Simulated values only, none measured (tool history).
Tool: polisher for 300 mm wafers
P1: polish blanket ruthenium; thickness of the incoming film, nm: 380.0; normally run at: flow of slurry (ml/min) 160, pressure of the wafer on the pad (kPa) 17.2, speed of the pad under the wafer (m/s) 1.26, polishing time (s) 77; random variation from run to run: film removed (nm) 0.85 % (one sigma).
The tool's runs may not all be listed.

run	day	flow of slurry (ml/min)	pressure of the wafer on the pad (kPa)	speed of the pad under the wafer (m/s)	polishing time (s)	wafers polished on this pad	hours since the slurry nozzle was cleaned	hours since the head pressure was calibrated	film removed (nm)
1	0.204	160	17.2	1.26	77	545	477.2	529.6	139.35
2	0.492	205	17.2	1.26	52	597	484.1	536.5	98.05
3	0.796	160	17.2	1.26	77	652	491.4	543.8	138.46
4	1.188	225	17.2	1.26	77	723	500.8	553.2	145.02
5	1.504	160	17.2	1.26	77	780	508.4	560.8	139.42
6	1.75	160	17.2	1.26	55	824	514.3	566.7	99.645
7	2.021	160	22.8	1.26	77	873	520.8	573.2	184.76
8	2.483	160	17.2	0.6	77	956	531.9	584.3	65.966
9	2.912	160	17.2	1.26	77	1034	542.2	594.6	139.16
10	3.225	160	10.3	1.26	77	1090	549.7	602.1	82.876
11	3.629	160	17.2	1.96	77	1163	559.4	611.8	216.83
12	4.083	160	8.3	1.94	77	1245	570.3	622.7	102.5
13	4.4	95	17.2	1.26	77	1302	577.9	630.3	123.42
# day 4.525: worn pad replaced by a new one
14	4.771	160	17.2	1.26	120	45	586.8	639.2	217.05
15	5.212	160	17.2	1.26	77	124	597.4	649.8	140.23
16	5.612	160	17.2	1.26	77	196	607	659.4	135.6
17	6.067	160	17.2	1.26	77	278	617.9	670.3	133.13
18	6.342	160	17.2	1.26	77	328	624.5	676.9	134.97
19	6.567	160	17.2	1.26	77	369	629.9	682.3	131.27
# day 6.671: worn pad replaced by a new one
20	6.838	160	17.2	1.26	77	30	636.4	688.8	132.4

Run 21 comes next. What will it give?
21	7.183	160	17.2	1.26	77	92	644.7	697.1	?

{"run 21": {"film removed (nm)": 133}}

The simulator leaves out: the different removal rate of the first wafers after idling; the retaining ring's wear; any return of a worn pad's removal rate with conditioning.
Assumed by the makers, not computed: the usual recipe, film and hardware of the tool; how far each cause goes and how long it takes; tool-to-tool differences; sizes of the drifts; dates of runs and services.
